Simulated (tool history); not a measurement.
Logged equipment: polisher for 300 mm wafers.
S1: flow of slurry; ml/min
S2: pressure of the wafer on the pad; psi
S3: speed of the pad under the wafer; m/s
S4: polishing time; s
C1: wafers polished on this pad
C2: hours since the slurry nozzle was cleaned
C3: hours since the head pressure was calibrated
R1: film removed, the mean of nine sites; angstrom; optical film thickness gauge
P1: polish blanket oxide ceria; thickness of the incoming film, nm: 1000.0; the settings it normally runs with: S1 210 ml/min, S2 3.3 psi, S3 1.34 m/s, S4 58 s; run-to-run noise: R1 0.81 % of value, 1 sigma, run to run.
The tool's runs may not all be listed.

run,hour,S1,S2,S3,S4,C1,C2,C3,R1
1,5.1,210,3.3,1.34,58,262,396,855.3,2945.1
2,10.1,210,3.3,0.64,58,300,401,860.3,1417.3
3,14.2,210,3.3,2,58,331,405.1,864.4,4416.7
4,18.8,125,3.3,1.34,58,367,409.7,869,2727.9
5,25.7,335,3.3,1.34,58,419,416.6,875.9,3123.1
6,31.9,210,2.3,1.34,58,467,422.8,882.1,2108.7
7,36.5,210,3.3,1.34,58,502,427.4,886.7,2973.6
# hour 40.7: slurry nozzle cleaned
8,40.9,210,3.3,1.34,58,535,0.3,891.1,3013.4
9,48,210,3.3,1.34,58,590,7.4,898.2,3027.5
10,55.3,210,3.3,1.34,91,646,14.7,905.5,4671.2
# hour 56.5: head pressure recalibrated
11,59.9,130,3.3,0.68,58,681,19.3,3.5,1406.9
12,64.1,210,4.2,1.34,58,713,23.5,7.7,3814.3
13,67.8,210,3.3,1.34,28,741,27.2,11.4,1434.2
14,73.2,210,3.3,1.34,58,782,32.6,16.8,2994.2
15,77.1,210,3.3,1.34,58,812,36.5,20.7,2898.6
16,80.3,210,3.3,1.34,58,837,39.7,23.9,2871
17,85.6,210,3.3,1.34,58,877,45,29.2,2847.4
18,92.9,210,3.3,1.34,58,933,52.3,36.5,2806
19,98.8,210,3.3,1.34,58,978,58.2,42.4,2770.9
# hour 100.9: head pressure recalibrated
20,105.9,210,3.3,1.34,58,1032,65.3,5.1,2781.2
21,111.3,210,3.3,1.34,58,1073,70.7,10.5,2741
22,116.2,210,3.3,1.34,58,1111,75.6,15.4,2743.5

What P1 gives has crept off from where it sat before. The 2 causes that follow fit the log equally well, each at the size noted:
A: slurry flow missing at the pad, % = 38
B: removal rate lost through wear of the pad, % = 7.3
The gradual shift began around hour 73.2.
The rest of the possible causes, and what rules out each one:
head's pressure below its setpoint, %: serviced at hour 100.9, after the drift had started, without restoring the earlier output

Consider the 4 check runs below, whose results appear as question marks and each of which averages 5 wafers. Which one distinguishes the causes, in that each cause would give it a clearly different result?
check 1,121.1,325,3.3,1.34,75,,,,?
check 2,121.1,210,3.3,0.66,58,,,,?
check 3,121.1,210,3.3,1.92,44,,,,?
check 4,121.1,210,3.3,1.84,28,,,,?

Outcome of each check run for each possible cause:
check,result,if A,if B
check 1,R1,3833,3736.2
check 2,R1,1360.7,1360.6
check 3,R1,3002.8,3002.7
check 4,R1,1831.3,1831.2
How far apart the two closest causes lie, in the result that separates them most: check 1 2.56 %; check 2 0.01 %; check 3 0.01 %; check 4 0.01 %
Of the check runs offered, only check 1 discriminates between the causes; the rest would read about the same regardless of which cause applies.

Running check 1 produced the following: R1 3720.7 angstrom. Which one of the listed causes fits?

The correct cause is B, namely: removal rate lost through wear of the pad, %.

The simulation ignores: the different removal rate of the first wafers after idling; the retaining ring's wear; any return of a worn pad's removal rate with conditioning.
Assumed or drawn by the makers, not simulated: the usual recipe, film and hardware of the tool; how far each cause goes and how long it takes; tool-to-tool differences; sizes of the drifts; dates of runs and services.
